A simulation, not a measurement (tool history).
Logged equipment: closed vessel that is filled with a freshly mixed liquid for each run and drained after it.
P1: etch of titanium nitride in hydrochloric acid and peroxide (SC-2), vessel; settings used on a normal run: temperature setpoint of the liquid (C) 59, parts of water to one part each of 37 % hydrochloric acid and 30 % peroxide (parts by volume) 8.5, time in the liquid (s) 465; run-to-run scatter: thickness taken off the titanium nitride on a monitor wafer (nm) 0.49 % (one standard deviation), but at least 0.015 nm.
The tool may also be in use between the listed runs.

run,hour,temperature setpoint of the liquid (C),parts of water to one part each of 37 % hydrochloric acid and 30 % peroxide (parts by volume),time in the liquid (s),hours since the thermometer was replaced,hours since the chemicals flow meter was replaced,hours since the drum of peroxide was connected,thickness taken off the titanium nitride on a monitor wafer (nm)
1,9.5,59,8.5,465,1894.5,149.9,285.9,24.157
2,21.5,59,13,465,1906.5,161.9,297.9,16.94
3,35,52.5,8.5,685,1920,175.4,311.4,23.204
4,48.9,59,8.5,60,1933.9,189.3,325.3,3.0773
5,62.4,59,4,465,1947.4,202.8,338.8,41.936
6,76.4,59,8.5,465,1961.4,216.8,352.8,23.921
7,90.2,59,8.5,820,1975.2,230.6,366.6,42.249
# hour 99.1: new drum of peroxide connected
8,101.7,44.5,8.5,465,1986.7,242.1,2.6,9.2068
9,117.9,59,13.5,85,2002.9,258.3,18.8,2.9717
10,128.5,59,8.5,465,2013.5,268.9,29.4,24.108
11,145,59,8.5,465,2030,285.4,45.9,23.815
12,159.3,67.5,8.5,465,2044.3,299.7,60.2,40.334
13,173.8,59,8.5,465,2058.8,314.2,74.7,24.016
14,186.7,59,8.5,465,2071.7,327.1,87.6,24.016
15,195.9,59,8.5,465,2080.9,336.3,96.8,24.823
16,209.4,59,8.5,465,2094.4,349.8,110.3,25.518
17,216.9,59,8.5,465,2101.9,357.3,117.8,25.533
18,228.9,59,8.5,465,2113.9,369.3,129.8,26.115
19,239.7,59,8.5,465,2124.7,380.1,140.6,25.837
20,248.6,59,8.5,465,2133.6,389,149.5,26.03
21,263.6,59,8.5,465,2148.6,404,164.5,26.124

The output of P1 has drifted from where it used to be. Each of the 2 causes below, taken at the size shown beside it, accounts for the log equally well:
A: liquid hotter than its thermometer reads (K) = 1.37
B: chemicals flow above the setpoint (%) = 11.3
Onset of the creep was near hour 186.7.
Other possible causes, and why each is ruled out:
peroxide weaker than its label (%): can reach only 8, and even then thickness taken off the titanium nitride on a monitor wafer (nm) would move by -7.3 %, too little or the wrong way

The list below offers 4 check runs, each averaging the results of 3 wafers, and shows each result as a question mark. For which of them would the listed causes give clearly different results?
check 1,278.6,50,4,465,,,,?
check 2,278.6,59,12.5,80,,,,?
check 3,278.6,49,8.5,165,,,,?
check 4,278.6,52.5,8.5,745,,,,?

If the cause were each of the candidates in turn, the checks would give the following:
check,result,if A,if B
check 1,thickness taken off the titanium nitride on a monitor wafer (nm),25.661,25.13
check 2,thickness taken off the titanium nitride on a monitor wafer (nm),3.2594,3.2773
check 3,thickness taken off the titanium nitride on a monitor wafer (nm),4.8692,4.8413
check 4,thickness taken off the titanium nitride on a monitor wafer (nm),27.68,27.575
Smallest distance between any two causes, each pair judged by its most separating result, in per cent: check 1 2.09 %; check 2 0.55 %; check 3 0.58 %; check 4 0.38 %
Check 1 is the one run that separates the causes; every other check would come out nearly the same whichever cause is at work.

Check 1 was then run and gave: thickness taken off the titanium nitride on a monitor wafer (nm) 25.111. Which cause is it?

It was cause B: chemicals flow above the setpoint (%).

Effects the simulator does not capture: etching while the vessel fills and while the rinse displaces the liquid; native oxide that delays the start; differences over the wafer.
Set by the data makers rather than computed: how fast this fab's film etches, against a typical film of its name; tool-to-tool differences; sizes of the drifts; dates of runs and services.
